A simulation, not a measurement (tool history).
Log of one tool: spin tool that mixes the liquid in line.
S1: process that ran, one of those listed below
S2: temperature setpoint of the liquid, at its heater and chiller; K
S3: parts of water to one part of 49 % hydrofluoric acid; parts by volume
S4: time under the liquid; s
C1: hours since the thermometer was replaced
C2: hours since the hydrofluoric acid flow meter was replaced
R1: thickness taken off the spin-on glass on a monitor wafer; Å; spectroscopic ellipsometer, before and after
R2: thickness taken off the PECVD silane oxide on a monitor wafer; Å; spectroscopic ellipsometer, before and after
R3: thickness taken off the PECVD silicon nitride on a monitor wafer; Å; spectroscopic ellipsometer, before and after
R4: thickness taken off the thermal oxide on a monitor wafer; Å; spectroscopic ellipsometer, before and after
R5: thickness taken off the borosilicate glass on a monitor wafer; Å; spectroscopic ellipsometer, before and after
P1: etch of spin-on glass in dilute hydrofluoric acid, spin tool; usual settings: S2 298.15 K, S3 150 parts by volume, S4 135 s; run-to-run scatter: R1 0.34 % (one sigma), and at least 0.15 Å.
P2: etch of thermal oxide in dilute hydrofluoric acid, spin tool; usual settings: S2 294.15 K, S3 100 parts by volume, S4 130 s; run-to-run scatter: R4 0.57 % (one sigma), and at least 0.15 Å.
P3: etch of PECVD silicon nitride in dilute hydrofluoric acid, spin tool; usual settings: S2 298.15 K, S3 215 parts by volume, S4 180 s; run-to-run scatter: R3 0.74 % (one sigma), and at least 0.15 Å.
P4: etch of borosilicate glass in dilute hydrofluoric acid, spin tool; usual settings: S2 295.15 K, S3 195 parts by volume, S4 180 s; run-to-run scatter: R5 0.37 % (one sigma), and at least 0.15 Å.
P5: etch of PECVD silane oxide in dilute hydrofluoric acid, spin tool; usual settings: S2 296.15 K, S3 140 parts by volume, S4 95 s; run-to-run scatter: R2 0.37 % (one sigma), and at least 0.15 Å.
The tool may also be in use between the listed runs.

{"run": 1, "hour": 11.5, "S1": "P1", "S2": 298.15, "S3": 150, "S4": 135, "C1": 240.7, "C2": 688.6, "R1": 287.94}
{"run": 2, "hour": 20.7, "S1": "P5", "S2": 296.15, "S3": 140, "S4": 45, "C1": 249.9, "C2": 697.8, "R2": 146.31}
{"run": 3, "hour": 32.2, "S1": "P1", "S2": 298.15, "S3": 150, "S4": 135, "C1": 261.4, "C2": 709.3, "R1": 288.72}
{"run": 4, "hour": 45.2, "S1": "P1", "S2": 304.65, "S3": 150, "S4": 135, "C1": 274.4, "C2": 722.3, "R1": 365.52}
{"run": 5, "hour": 53.6, "S1": "P3", "S2": 298.15, "S3": 215, "S4": 45, "C1": 282.8, "C2": 730.7, "R3": 9.6129}
{"run": 6, "hour": 60.8, "S1": "P2", "S2": 294.15, "S3": 100, "S4": 50, "C1": 290.0, "C2": 737.9, "R4": 20.781}
{"run": 7, "hour": 70.5, "S1": "P1", "S2": 291.15, "S3": 150, "S4": 135, "C1": 299.7, "C2": 747.6, "R1": 218.6}
{"run": 8, "hour": 80.9, "S1": "P4", "S2": 295.15, "S3": 55, "S4": 180, "C1": 310.1, "C2": 758.0, "R5": 965.89}
{"run": 9, "hour": 88.4, "S1": "P1", "S2": 298.15, "S3": 150, "S4": 135, "C1": 317.6, "C2": 765.5, "R1": 289.81}
{"run": 10, "hour": 96.0, "S1": "P2", "S2": 290.15, "S3": 100, "S4": 130, "C1": 325.2, "C2": 773.1, "R4": 45.803}
{"run": 11, "hour": 108.0, "S1": "P4", "S2": 295.15, "S3": 195, "S4": 180, "C1": 337.2, "C2": 785.1, "R5": 233.94}
{"run": 12, "hour": 122.7, "S1": "P4", "S2": 302.15, "S3": 195, "S4": 180, "C1": 351.9, "C2": 799.8, "R5": 302.82}
{"run": 13, "hour": 131.1, "S1": "P4", "S2": 295.15, "S3": 195, "S4": 315, "C1": 360.3, "C2": 808.2, "R5": 410.38}
{"run": 14, "hour": 139.5, "S1": "P2", "S2": 294.15, "S3": 100, "S4": 130, "C1": 368.7, "C2": 816.6, "R4": 54.34}
{"run": 15, "hour": 147.8, "S1": "P5", "S2": 302.65, "S3": 140, "S4": 95, "C1": 377.0, "C2": 824.9, "R2": 392.58}
{"run": 16, "hour": 156.5, "S1": "P1", "S2": 298.15, "S3": 150, "S4": 135, "C1": 385.7, "C2": 833.6, "R1": 289.22}
{"run": 17, "hour": 169.7, "S1": "P3", "S2": 298.15, "S3": 215, "S4": 180, "C1": 398.9, "C2": 846.8, "R3": 38.291}
{"run": 18, "hour": 181.6, "S1": "P2", "S2": 294.15, "S3": 20, "S4": 130, "C1": 410.8, "C2": 858.7, "R4": 296.33}
{"run": 19, "hour": 189.2, "S1": "P1", "S2": 298.15, "S3": 210, "S4": 135, "C1": 418.4, "C2": 866.3, "R1": 192.34}
{"run": 20, "hour": 201.1, "S1": "P1", "S2": 298.15, "S3": 80, "S4": 135, "C1": 430.3, "C2": 878.2, "R1": 588.42}
{"run": 21, "hour": 212.5, "S1": "P1", "S2": 298.15, "S3": 150, "S4": 25, "C1": 441.7, "C2": 889.6, "R1": 53.109}
{"run": 22, "hour": 222.7, "S1": "P3", "S2": 303.15, "S3": 215, "S4": 180, "C1": 451.9, "C2": 899.8, "R3": 50.676}
{"run": 23, "hour": 230.6, "S1": "P3", "S2": 298.15, "S3": 375, "S4": 180, "C1": 459.8, "C2": 907.7, "R3": 21.95}
{"run": 24, "hour": 237.8, "S1": "P5", "S2": 296.15, "S3": 140, "S4": 95, "C1": 467.0, "C2": 914.9, "R2": 309.98}
{"run": 25, "hour": 249.8, "S1": "P1", "S2": 293.15, "S3": 150, "S4": 80, "C1": 479.0, "C2": 926.9, "R1": 140.29}
{"run": 26, "hour": 257.2, "S1": "P1", "S2": 298.15, "S3": 150, "S4": 240, "C1": 486.4, "C2": 934.3, "R1": 510.37}
{"run": 27, "hour": 267.4, "S1": "P5", "S2": 296.15, "S3": 140, "S4": 95, "C1": 496.6, "C2": 944.5, "R2": 309.76}
{"run": 28, "hour": 279.4, "S1": "P1", "S2": 302.65, "S3": 150, "S4": 215, "C1": 508.6, "C2": 956.5, "R1": 544.97}
{"run": 29, "hour": 288.2, "S1": "P4", "S2": 295.15, "S3": 195, "S4": 180, "C1": 517.4, "C2": 965.3, "R5": 234.33}
{"run": 30, "hour": 300.2, "S1": "P5", "S2": 296.15, "S3": 200, "S4": 95, "C1": 529.4, "C2": 977.3, "R2": 200.77}
{"run": 31, "hour": 314.2, "S1": "P1", "S2": 298.15, "S3": 150, "S4": 135, "C1": 543.4, "C2": 991.3, "R1": 287.32}
{"run": 32, "hour": 320.9, "S1": "P1", "S2": 298.15, "S3": 150, "S4": 135, "C1": 550.1, "C2": 998.0, "R1": 293.46}
{"run": 33, "hour": 329.7, "S1": "P1", "S2": 298.15, "S3": 150, "S4": 135, "C1": 558.9, "C2": 1006.8, "R1": 298.19}
{"run": 34, "hour": 343.7, "S1": "P1", "S2": 298.15, "S3": 150, "S4": 135, "C1": 572.9, "C2": 1020.8, "R1": 303.04}
{"run": 35, "hour": 353.1, "S1": "P1", "S2": 298.15, "S3": 150, "S4": 135, "C1": 582.3, "C2": 1030.2, "R1": 301.31}
{"run": 36, "hour": 367.7, "S1": "P1", "S2": 298.15, "S3": 150, "S4": 135, "C1": 596.9, "C2": 1044.8, "R1": 304.51}
{"run": 37, "hour": 378.5, "S1": "P1", "S2": 298.15, "S3": 150, "S4": 135, "C1": 607.7, "C2": 1055.6, "R1": 305.04}
{"run": 38, "hour": 387.4, "S1": "P1", "S2": 298.15, "S3": 150, "S4": 135, "C1": 616.6, "C2": 1064.5, "R1": 304.75}

What P1 gives has crept away from where it was. These 2 causes fit the log equally well, each at the size given:
A: liquid hotter than its thermometer reads (K) = 1.48
B: hydrofluoric acid flow above the setpoint (%) = 4.84
The creep began at about hour 314.2.

4 check runs are offered, each on 2 wafers whose results are averaged, their results left as question marks. Which one tells the causes apart?
{"run": "check 1", "hour": 396.3, "S1": "P3", "S2": 298.15, "S3": 215, "S4": 180, "R3": "?"}
{"run": "check 2", "hour": 396.3, "S1": "P2", "S2": 294.15, "S3": 100, "S4": 130, "R4": "?"}
{"run": "check 3", "hour": 396.3, "S1": "P5", "S2": 296.15, "S3": 140, "S4": 95, "R2": "?"}
{"run": "check 4", "hour": 396.3, "S1": "P4", "S2": 295.15, "S3": 195, "S4": 180, "R5": "?"}

What each check would give under each cause:
check=check_1 result=R3 if_A=41.5020 if_B=39.6950
check=check_2 result=R4 if_A=57.191 if_B=56.778
check=check_3 result=R2 if_A=326.89 if_B=326.06
check=check_4 result=R5 if_A=247.06 if_B=247.30
How far apart the two closest causes lie, in the result that separates them most: check 1 4.45 %; check 2 0.72 %; check 3 0.25 %; check 4 0.1 %
Only check 1 tells the causes apart: in the others they would give nearly the same result.

Check 1 was then run and gave: R3 39.7830 Å. Which cause is it?

It is B: hydrofluoric acid flow above the setpoint (%).
